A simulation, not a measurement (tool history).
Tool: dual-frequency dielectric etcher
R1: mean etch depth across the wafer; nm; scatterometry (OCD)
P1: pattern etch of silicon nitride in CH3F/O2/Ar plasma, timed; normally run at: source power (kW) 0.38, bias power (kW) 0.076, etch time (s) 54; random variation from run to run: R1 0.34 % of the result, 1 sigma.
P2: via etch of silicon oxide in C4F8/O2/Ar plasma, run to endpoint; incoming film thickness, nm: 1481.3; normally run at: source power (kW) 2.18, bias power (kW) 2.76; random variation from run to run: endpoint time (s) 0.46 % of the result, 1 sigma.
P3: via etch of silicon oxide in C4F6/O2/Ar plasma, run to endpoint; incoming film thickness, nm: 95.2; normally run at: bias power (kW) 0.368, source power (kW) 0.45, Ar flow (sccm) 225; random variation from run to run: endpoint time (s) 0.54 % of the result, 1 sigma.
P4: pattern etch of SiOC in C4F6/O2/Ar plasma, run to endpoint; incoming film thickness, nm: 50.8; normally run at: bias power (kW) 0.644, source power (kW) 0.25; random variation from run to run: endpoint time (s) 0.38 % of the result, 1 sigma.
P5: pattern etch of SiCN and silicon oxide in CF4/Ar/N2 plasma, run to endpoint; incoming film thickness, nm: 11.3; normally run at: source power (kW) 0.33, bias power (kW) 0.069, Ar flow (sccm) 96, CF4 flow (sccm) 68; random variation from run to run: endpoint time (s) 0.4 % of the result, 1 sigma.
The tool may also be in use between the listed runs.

{"run": 1, "hour": 6.4, "process that ran": "P1", "source power (kW)": 0.38, "bias power (kW)": 0.076, "etch time (s)": 54, "R1": 37.594}
{"run": 2, "hour": 10.7, "process that ran": "P3", "source power (kW)": 0.63, "bias power (kW)": 0.368, "Ar flow (sccm)": 225, "endpoint time (s)": 18.894}
{"run": 3, "hour": 17.7, "process that ran": "P1", "source power (kW)": 0.38, "bias power (kW)": 0.076, "etch time (s)": 78, "R1": 54.42}
{"run": 4, "hour": 22.5, "process that ran": "P1", "source power (kW)": 0.38, "bias power (kW)": 0.076, "etch time (s)": 54, "R1": 37.707}
{"run": 5, "hour": 29.1, "process that ran": "P5", "source power (kW)": 0.33, "bias power (kW)": 0.069, "Ar flow (sccm)": 96, "CF4 flow (sccm)": 47, "endpoint time (s)": 19.333}
{"run": 6, "hour": 35.0, "process that ran": "P5", "source power (kW)": 0.33, "bias power (kW)": 0.069, "Ar flow (sccm)": 66, "CF4 flow (sccm)": 68, "endpoint time (s)": 17.197}
{"run": 7, "hour": 42.7, "process that ran": "P2", "source power (kW)": 1.34, "bias power (kW)": 2.76, "endpoint time (s)": 306.33}
{"run": 8, "hour": 50.5, "process that ran": "P4", "source power (kW)": 0.25, "bias power (kW)": 0.644, "endpoint time (s)": 18.707}
{"run": 9, "hour": 57.7, "process that ran": "P3", "source power (kW)": 0.45, "bias power (kW)": 0.288, "Ar flow (sccm)": 225, "endpoint time (s)": 23.176}
{"run": 10, "hour": 61.9, "process that ran": "P5", "source power (kW)": 0.33, "bias power (kW)": 0.069, "Ar flow (sccm)": 96, "CF4 flow (sccm)": 68, "endpoint time (s)": 18.227}
{"run": 11, "hour": 66.6, "process that ran": "P1", "source power (kW)": 0.38, "bias power (kW)": 0.076, "etch time (s)": 54, "R1": 37.432}
{"hour": 72.8, "done": "wet clean of the chamber"}
{"run": 12, "hour": 72.8, "process that ran": "P1", "source power (kW)": 0.38, "bias power (kW)": 0.076, "etch time (s)": 54, "R1": 37.457}
{"run": 13, "hour": 81.4, "process that ran": "P5", "source power (kW)": 0.33, "bias power (kW)": 0.069, "Ar flow (sccm)": 96, "CF4 flow (sccm)": 68, "endpoint time (s)": 18.269}
{"run": 14, "hour": 90.3, "process that ran": "P4", "source power (kW)": 0.25, "bias power (kW)": 0.852, "endpoint time (s)": 16.696}
{"run": 15, "hour": 97.8, "process that ran": "P5", "source power (kW)": 0.44, "bias power (kW)": 0.069, "Ar flow (sccm)": 96, "CF4 flow (sccm)": 68, "endpoint time (s)": 14.022}
{"run": 16, "hour": 105.4, "process that ran": "P1", "source power (kW)": 0.38, "bias power (kW)": 0.076, "etch time (s)": 54, "R1": 37.567}
{"run": 17, "hour": 110.0, "process that ran": "P5", "source power (kW)": 0.33, "bias power (kW)": 0.046, "Ar flow (sccm)": 96, "CF4 flow (sccm)": 68, "endpoint time (s)": 20.708}
{"run": 18, "hour": 115.9, "process that ran": "P1", "source power (kW)": 0.38, "bias power (kW)": 0.099, "etch time (s)": 54, "R1": 41.413}
{"run": 19, "hour": 124.1, "process that ran": "P1", "source power (kW)": 0.24, "bias power (kW)": 0.076, "etch time (s)": 54, "R1": 31.643}
{"run": 20, "hour": 133.3, "process that ran": "P1", "source power (kW)": 0.53, "bias power (kW)": 0.076, "etch time (s)": 54, "R1": 42.586}
{"run": 21, "hour": 141.3, "process that ran": "P2", "source power (kW)": 2.18, "bias power (kW)": 2.76, "endpoint time (s)": 253.56}
{"run": 22, "hour": 147.8, "process that ran": "P4", "source power (kW)": 0.25, "bias power (kW)": 0.644, "endpoint time (s)": 18.702}
{"run": 23, "hour": 154.5, "process that ran": "P3", "source power (kW)": 0.45, "bias power (kW)": 0.368, "Ar flow (sccm)": 225, "endpoint time (s)": 21.342}
{"run": 24, "hour": 160.8, "process that ran": "P3", "source power (kW)": 0.45, "bias power (kW)": 0.368, "Ar flow (sccm)": 184, "endpoint time (s)": 20.829}
{"run": 25, "hour": 169.2, "process that ran": "P1", "source power (kW)": 0.38, "bias power (kW)": 0.053, "etch time (s)": 54, "R1": 33.431}
{"run": 26, "hour": 174.5, "process that ran": "P2", "source power (kW)": 2.18, "bias power (kW)": 1.93, "endpoint time (s)": 279.79}
{"run": 27, "hour": 179.0, "process that ran": "P1", "source power (kW)": 0.51, "bias power (kW)": 0.094, "etch time (s)": 54, "R1": 45.33}
{"run": 28, "hour": 185.0, "process that ran": "P1", "source power (kW)": 0.38, "bias power (kW)": 0.076, "etch time (s)": 41, "R1": 28.504}
{"run": 29, "hour": 193.8, "process that ran": "P4", "source power (kW)": 0.34, "bias power (kW)": 0.644, "endpoint time (s)": 16.838}
{"run": 30, "hour": 201.9, "process that ran": "P1", "source power (kW)": 0.38, "bias power (kW)": 0.076, "etch time (s)": 54, "R1": 37.646}
{"run": 31, "hour": 209.1, "process that ran": "P1", "source power (kW)": 0.38, "bias power (kW)": 0.076, "etch time (s)": 54, "R1": 37.567}
{"run": 32, "hour": 217.8, "process that ran": "P1", "source power (kW)": 0.38, "bias power (kW)": 0.076, "etch time (s)": 54, "R1": 37.936}
{"run": 33, "hour": 223.0, "process that ran": "P1", "source power (kW)": 0.38, "bias power (kW)": 0.076, "etch time (s)": 54, "R1": 38.04}
{"run": 34, "hour": 230.5, "process that ran": "P1", "source power (kW)": 0.38, "bias power (kW)": 0.076, "etch time (s)": 54, "R1": 38.08}
{"hour": 232.5, "done": "wet clean of the chamber"}
{"run": 35, "hour": 238.0, "process that ran": "P1", "source power (kW)": 0.38, "bias power (kW)": 0.076, "etch time (s)": 54, "R1": 38.162}
{"run": 36, "hour": 242.2, "process that ran": "P1", "source power (kW)": 0.38, "bias power (kW)": 0.076, "etch time (s)": 54, "R1": 38.193}
{"run": 37, "hour": 249.6, "process that ran": "P1", "source power (kW)": 0.38, "bias power (kW)": 0.076, "etch time (s)": 54, "R1": 38.257}
{"run": 38, "hour": 254.1, "process that ran": "P1", "source power (kW)": 0.38, "bias power (kW)": 0.076, "etch time (s)": 54, "R1": 38.124}
{"run": 39, "hour": 259.0, "process that ran": "P1", "source power (kW)": 0.38, "bias power (kW)": 0.076, "etch time (s)": 54, "R1": 38.359}

What P1 gives has crept away from where it was. These 2 causes fit the log equally well, each at the size given:
A: source power that arrives over what is set, % = 4.53
B: bias power that arrives over what is set, % = 4.9
The creep began at about hour 201.9.
Why every other cause is out:
chamber walls in a state that raises the etch rate, %: serviced at hour 232.5, which brought nothing back

4 check runs are offered, each on 2 wafers whose results are averaged, their results left as question marks. Which one tells the causes apart?
{"run": "check 1", "hour": 263.9, "process that ran": "P2", "source power (kW)": 2.18, "bias power (kW)": 2.76, "endpoint time (s)": "?"}
{"run": "check 2", "hour": 263.9, "process that ran": "P4", "source power (kW)": 0.25, "bias power (kW)": 0.644, "endpoint time (s)": "?"}
{"run": "check 3", "hour": 263.9, "process that ran": "P5", "source power (kW)": 0.33, "bias power (kW)": 0.069, "Ar flow (sccm)": 96, "CF4 flow (sccm)": 68, "endpoint time (s)": "?"}
{"run": "check 4", "hour": 263.9, "process that ran": "P3", "source power (kW)": 0.45, "bias power (kW)": 0.368, "Ar flow (sccm)": 225, "endpoint time (s)": "?"}

What each check would give under each cause:
check=check_1 result=endpoint_time_(s) if_A=247.37 if_B=248.06
check=check_2 result=endpoint_time_(s) if_A=18.374 if_B=18.322
check=check_3 result=endpoint_time_(s) if_A=17.47 if_B=17.87
check=check_4 result=endpoint_time_(s) if_A=21.019 if_B=21.011
How far apart the two closest causes lie, in the result that separates them most: check 1 0.28 %; check 2 0.28 %; check 3 2.26 %; check 4 0.04 %
Only check 3 tells the causes apart: in the others they would give nearly the same result.

Check 3 was then run and gave: endpoint time (s) 17.903. Which cause is it?

It is B: bias power that arrives over what is set, %.
